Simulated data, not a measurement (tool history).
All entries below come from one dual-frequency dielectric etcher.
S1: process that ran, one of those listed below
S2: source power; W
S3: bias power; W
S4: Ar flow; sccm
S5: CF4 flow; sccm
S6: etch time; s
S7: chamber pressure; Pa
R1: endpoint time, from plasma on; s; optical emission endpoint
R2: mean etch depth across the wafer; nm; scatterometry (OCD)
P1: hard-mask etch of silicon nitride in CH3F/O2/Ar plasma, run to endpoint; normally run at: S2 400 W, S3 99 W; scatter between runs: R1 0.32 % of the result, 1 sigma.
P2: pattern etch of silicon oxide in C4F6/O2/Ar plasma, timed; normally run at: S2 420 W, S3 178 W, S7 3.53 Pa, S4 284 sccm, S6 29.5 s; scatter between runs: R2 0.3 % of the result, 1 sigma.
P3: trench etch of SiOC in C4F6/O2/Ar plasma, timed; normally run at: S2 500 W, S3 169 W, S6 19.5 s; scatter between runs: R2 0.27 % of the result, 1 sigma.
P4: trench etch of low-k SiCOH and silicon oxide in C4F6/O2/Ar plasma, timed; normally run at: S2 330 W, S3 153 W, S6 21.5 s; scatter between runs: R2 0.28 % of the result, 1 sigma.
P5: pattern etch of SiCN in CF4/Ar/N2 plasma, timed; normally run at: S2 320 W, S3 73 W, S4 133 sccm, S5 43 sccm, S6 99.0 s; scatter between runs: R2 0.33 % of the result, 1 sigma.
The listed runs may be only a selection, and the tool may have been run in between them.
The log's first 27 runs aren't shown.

| run | hour | S1 | S2 | S3 | S4 | S5 | S6 | S7 | R1 | R2 |
|---|---|---|---|---|---|---|---|---|---|---|
| 28 | 352.8 | P3 | 500 | 113 |  |  | 19.5 |  |  | 37.982 |
| 29 | 365.7 | P4 | 330 | 203 |  |  | 21.5 |  |  | 63.733 |
| 30 | 375.4 | P1 | 400 | 99 |  |  |  |  | 35.299 |  |
| 31 | 385.1 | P5 | 320 | 73 | 133 | 53 | 99.0 |  |  | 57.268 |
| 32 | 394.3 | P4 | 330 | 153 |  |  | 15.5 |  |  | 41.953 |
|  | 404.8 | wet clean of the chamber |
| 33 | 412.2 | P5 | 260 | 73 | 133 | 43 | 99.0 |  |  | 46.526 |
| 34 | 420.8 | P2 | 420 | 178 | 220 |  | 29.5 | 3.53 |  | 98.649 |
| 35 | 435.4 | P2 | 420 | 178 | 284 |  | 29.5 | 3.53 |  | 96.256 |
| 36 | 450.2 | P1 | 400 | 99 |  |  |  |  | 35.291 |  |
| 37 | 466.5 | P1 | 400 | 99 |  |  |  |  | 35.462 |  |
| 38 | 475.3 | P1 | 400 | 99 |  |  |  |  | 35.381 |  |
| 39 | 485.1 | P1 | 400 | 99 |  |  |  |  | 35.727 |  |
| 40 | 494.5 | P1 | 400 | 99 |  |  |  |  | 35.671 |  |
| 41 | 504.2 | P1 | 400 | 99 |  |  |  |  | 35.449 |  |

Estimate the outcome of run 42 from the log above:
| 42 | 521.5 | P1 | 400 | 99 |  |  |  |  | ? |  |

Logged for run 42: R1 35.712 s.
